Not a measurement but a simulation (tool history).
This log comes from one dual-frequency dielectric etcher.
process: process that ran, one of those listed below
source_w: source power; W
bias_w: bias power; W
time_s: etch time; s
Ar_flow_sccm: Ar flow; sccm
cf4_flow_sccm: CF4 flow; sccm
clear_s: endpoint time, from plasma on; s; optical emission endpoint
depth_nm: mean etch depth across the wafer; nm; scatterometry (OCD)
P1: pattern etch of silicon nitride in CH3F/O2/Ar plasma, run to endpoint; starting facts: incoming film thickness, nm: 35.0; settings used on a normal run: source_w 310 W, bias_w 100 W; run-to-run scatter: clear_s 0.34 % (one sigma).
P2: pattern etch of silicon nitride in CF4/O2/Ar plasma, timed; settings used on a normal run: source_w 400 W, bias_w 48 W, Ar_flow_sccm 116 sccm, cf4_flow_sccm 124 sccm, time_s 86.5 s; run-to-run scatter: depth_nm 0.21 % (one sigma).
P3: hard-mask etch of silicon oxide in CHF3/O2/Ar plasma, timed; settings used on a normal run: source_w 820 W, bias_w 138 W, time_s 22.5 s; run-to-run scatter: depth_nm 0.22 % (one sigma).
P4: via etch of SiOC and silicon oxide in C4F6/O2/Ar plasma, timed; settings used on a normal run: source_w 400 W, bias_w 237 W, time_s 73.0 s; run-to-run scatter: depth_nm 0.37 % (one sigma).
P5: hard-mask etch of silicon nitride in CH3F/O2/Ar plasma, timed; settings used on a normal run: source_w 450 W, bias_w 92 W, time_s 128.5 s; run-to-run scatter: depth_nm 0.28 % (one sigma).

run   hour  process  source_w  bias_w  time_s  Ar_flow_sccm  cf4_flow_sccm  clear_s  depth_nm
  1    5.7       P1       310     100                                        48.865
  2   16.6       P3       820     112    22.5                                          44.521
  3   27.1       P1       310     100                                        48.964
  4   35.6       P4       400     318    73.0                                         100.150
  5   41.9       P5       450      92   128.5                                         105.840
  6   52.6       P5       450      92   191.5                                         157.380
  7   64.6       P5       450     130   128.5                                         119.680
  8   75.3       P3      1130     138    22.5                                          53.830
  9   83.8       P2       400      48    86.5           116            173            139.470
 10   90.3       P5       530      92   128.5                                         111.890
 11  101.1       P1       390     119                                        41.798
 12  109.8       P4       400     237    43.0                                          53.241
 13  115.7       P3       820     138    22.5                                          47.306
 14  126.7       P2       400      48    66.5           116            124            103.560
 15  136.8       P1       220     127                                        50.502
 16  143.3       P1       390      75                                        49.621
 17  149.1       P2       400      59    86.5           116            124            146.090
 18  156.1       P2       400      48    86.5           153            124            130.410
 19  162.6       P2       550      48    86.5           116            124            177.550
 20  168.1       P3       820     138    22.5                                          47.402
 21  175.2       P1       310     100                                        48.962
 22  185.2       P5       450      92   128.5                                         105.010
 23  196.3       P1       310     100                                        48.709
 24  202.4       P2       400      48    86.5           116            124            135.160
 25  212.0       P4       400     237    73.0                                          90.547
 26  220.9       P4       560     237    73.0                                         102.390
 27  227.2       P1       310     100                                        48.745
 28  233.3       P1       420     100                                        43.583
 29  240.3       P3       820     138    31.5                                          66.271
 30  252.0       P1       310     123                                        44.819
 31  258.2       P2       400      48    86.5           116            124            135.250
 32  264.4       P1       220     100                                        55.426
 33  273.6       P1       310      63                                        57.338
 34  283.0       P1       310     100                                        48.806
 35  292.2       P1       310     100                                        48.929
 36  301.2       P1       310     100                                        49.267
 37  311.9       P1       310     100                                        49.692
 38  318.3       P1       310     100                                        49.402
 39  328.9       P1       310     100                                        49.607

Run 40 is up next; what results do you expect?
 40  336.6       P1       310     100                                             ?

clear_s: 49.872 s
